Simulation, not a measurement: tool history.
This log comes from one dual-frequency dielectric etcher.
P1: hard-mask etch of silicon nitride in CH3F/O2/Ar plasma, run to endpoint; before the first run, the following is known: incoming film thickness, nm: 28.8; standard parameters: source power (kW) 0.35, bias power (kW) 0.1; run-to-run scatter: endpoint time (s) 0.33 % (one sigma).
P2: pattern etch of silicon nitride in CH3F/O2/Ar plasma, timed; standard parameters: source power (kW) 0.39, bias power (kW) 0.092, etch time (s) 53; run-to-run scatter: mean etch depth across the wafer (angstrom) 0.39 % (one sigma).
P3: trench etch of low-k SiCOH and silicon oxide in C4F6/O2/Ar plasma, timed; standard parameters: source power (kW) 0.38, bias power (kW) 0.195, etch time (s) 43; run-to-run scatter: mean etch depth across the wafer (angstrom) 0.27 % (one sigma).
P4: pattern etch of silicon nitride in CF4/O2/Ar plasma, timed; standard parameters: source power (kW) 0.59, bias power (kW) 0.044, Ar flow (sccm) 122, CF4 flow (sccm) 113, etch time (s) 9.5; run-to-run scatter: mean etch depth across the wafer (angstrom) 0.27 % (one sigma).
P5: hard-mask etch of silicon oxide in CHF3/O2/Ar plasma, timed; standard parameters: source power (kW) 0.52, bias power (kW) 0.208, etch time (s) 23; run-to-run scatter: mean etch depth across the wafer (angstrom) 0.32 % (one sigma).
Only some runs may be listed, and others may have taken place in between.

| run | day | process that ran | source power (kW) | bias power (kW) | etch time (s) | Ar flow (sccm) | CF4 flow (sccm) | endpoint time (s) | mean etch depth across the wafer (angstrom) |
|---|---|---|---|---|---|---|---|---|---|
| 1 | 0.508 | P1 | 0.35 | 0.1 |  |  |  | 38.232 |  |
| 2 | 1.196 | P1 | 0.35 | 0.1 |  |  |  | 38.439 |  |
| 3 | 1.579 | P3 | 0.38 | 0.23 | 43 |  |  |  | 1443.9 |
| 4 | 2.154 | P1 | 0.27 | 0.1 |  |  |  | 42.667 |  |
| 5 | 2.779 | P1 | 0.35 | 0.125 |  |  |  | 35.37 |  |
| 6 | 3.292 | P1 | 0.35 | 0.1 |  |  |  | 38.609 |  |
| 7 | 3.771 | P5 | 0.52 | 0.208 | 12.5 |  |  |  | 243.16 |
| 8 | 4.121 | P1 | 0.35 | 0.082 |  |  |  | 41.163 |  |
| 9 | 4.446 | P3 | 0.38 | 0.195 | 26 |  |  |  | 825.9 |
| 10 | 4.975 | P2 | 0.31 | 0.092 | 53 |  |  |  | 362.78 |
| 11 | 5.504 | P3 | 0.52 | 0.195 | 43 |  |  |  | 1546.3 |
| 12 | 6 | P3 | 0.38 | 0.195 | 43 |  |  |  | 1372.3 |
| 13 | 6.512 | P2 | 0.39 | 0.092 | 77.5 |  |  |  | 572.74 |
| 14 | 7.2 | P4 | 0.59 | 0.044 | 9.5 | 122 | 113 |  | 197.54 |
| 15 | 7.625 | P1 | 0.35 | 0.1 |  |  |  | 38.489 |  |
| 16 | 8.246 | P1 | 0.35 | 0.1 |  |  |  | 38.583 |  |
|  | 8.317 | wet clean of the chamber |
| 17 | 8.571 | P1 | 0.43 | 0.1 |  |  |  | 35.719 |  |
| 18 | 9.021 | P4 | 0.59 | 0.044 | 13.5 | 122 | 113 |  | 280.44 |
| 19 | 9.658 | P4 | 0.59 | 0.044 | 9.5 | 99 | 113 |  | 202.27 |
| 20 | 10.3 | P5 | 0.7 | 0.208 | 23 |  |  |  | 501.83 |
| 21 | 10.879 | P4 | 0.59 | 0.057 | 9.5 | 122 | 113 |  | 217.46 |
| 22 | 11.288 | P1 | 0.24 | 0.076 |  |  |  | 48.899 |  |
| 23 | 11.954 | P2 | 0.39 | 0.092 | 53 |  |  |  | 392.51 |
| 24 | 12.7 | P1 | 0.35 | 0.1 |  |  |  | 38.742 |  |
| 25 | 13.167 | P5 | 0.52 | 0.252 | 23 |  |  |  | 481.83 |
| 26 | 13.642 | P5 | 0.52 | 0.208 | 23 |  |  |  | 448.64 |
| 27 | 14.104 | P2 | 0.39 | 0.067 | 53 |  |  |  | 352.36 |
| 28 | 14.488 | P3 | 0.38 | 0.195 | 43 |  |  |  | 1362.3 |
| 29 | 15.179 | P1 | 0.24 | 0.129 |  |  |  | 39.96 |  |
| 30 | 15.596 | P4 | 0.59 | 0.044 | 9.5 | 122 | 73 |  | 185.09 |
| 31 | 16.154 | P4 | 0.44 | 0.044 | 9.5 | 122 | 113 |  | 152.62 |
| 32 | 16.608 | P1 | 0.35 | 0.1 |  |  |  | 38.512 |  |
| 33 | 17.238 | P1 | 0.35 | 0.1 |  |  |  | 38.086 |  |
| 34 | 17.725 | P1 | 0.35 | 0.1 |  |  |  | 38.255 |  |
| 35 | 18.1 | P1 | 0.35 | 0.1 |  |  |  | 38.396 |  |
| 36 | 18.479 | P1 | 0.35 | 0.1 |  |  |  | 38.14 |  |
| 37 | 19.196 | P1 | 0.35 | 0.1 |  |  |  | 37.89 |  |
| 38 | 19.783 | P1 | 0.35 | 0.1 |  |  |  | 37.903 |  |
| 39 | 20.333 | P1 | 0.35 | 0.1 |  |  |  | 38.113 |  |
|  | 20.517 | wet clean of the chamber |
| 40 | 20.783 | P1 | 0.35 | 0.1 |  |  |  | 38.082 |  |
| 41 | 21.329 | P1 | 0.35 | 0.1 |  |  |  | 38.031 |  |
| 42 | 21.962 | P1 | 0.35 | 0.1 |  |  |  | 38.03 |  |
| 43 | 22.571 | P1 | 0.35 | 0.1 |  |  |  | 37.872 |  |

What P1 gives has crept off from where it sat before. The 2 causes that follow fit the log equally well, each at the size noted:
A: source power that arrives over what is set, % = 4.59
B: bias power that arrives over what is set, % = 4.59
At approximately day 16.608, the process output began to creep.
What rules out each remaining cause:
chamber walls in a state that raises the etch rate, %: maintenance at day 20.517, after the shift began, did not return the process to its former output

Each of the 4 check runs below uses one wafer; its results are left as question marks. Which run tells the causes apart?
| check 1 | 23.179 | P5 | 0.52 | 0.208 | 23 |  |  |  | ? |
| check 2 | 23.179 | P3 | 0.38 | 0.195 | 43 |  |  |  | ? |
| check 3 | 23.179 | P4 | 0.59 | 0.044 | 9.5 | 122 | 113 |  | ? |
| check 4 | 23.179 | P2 | 0.39 | 0.092 | 53 |  |  |  | ? |

What each check would give under each cause:
| check | result | if A | if B |
|---|---|---|---|
| check 1 | mean etch depth across the wafer (angstrom) | 457.66 | 457.09 |
| check 2 | mean etch depth across the wafer (angstrom) | 1389.4 | 1385.4 |
| check 3 | mean etch depth across the wafer (angstrom) | 205.34 | 200.7 |
| check 4 | mean etch depth across the wafer (angstrom) | 400.17 | 399.98 |
How far apart the two closest causes lie, in the result that separates them most: check 1 0.13 %; check 2 0.28 %; check 3 2.29 %; check 4 0.05 %
The causes can be told apart only by check 3. The other checks would give nearly the same results under each of them.

Then check 3 was run and gave: mean etch depth across the wafer (angstrom) 200.63. Which cause is it?

It is B: bias power that arrives over what is set, %.
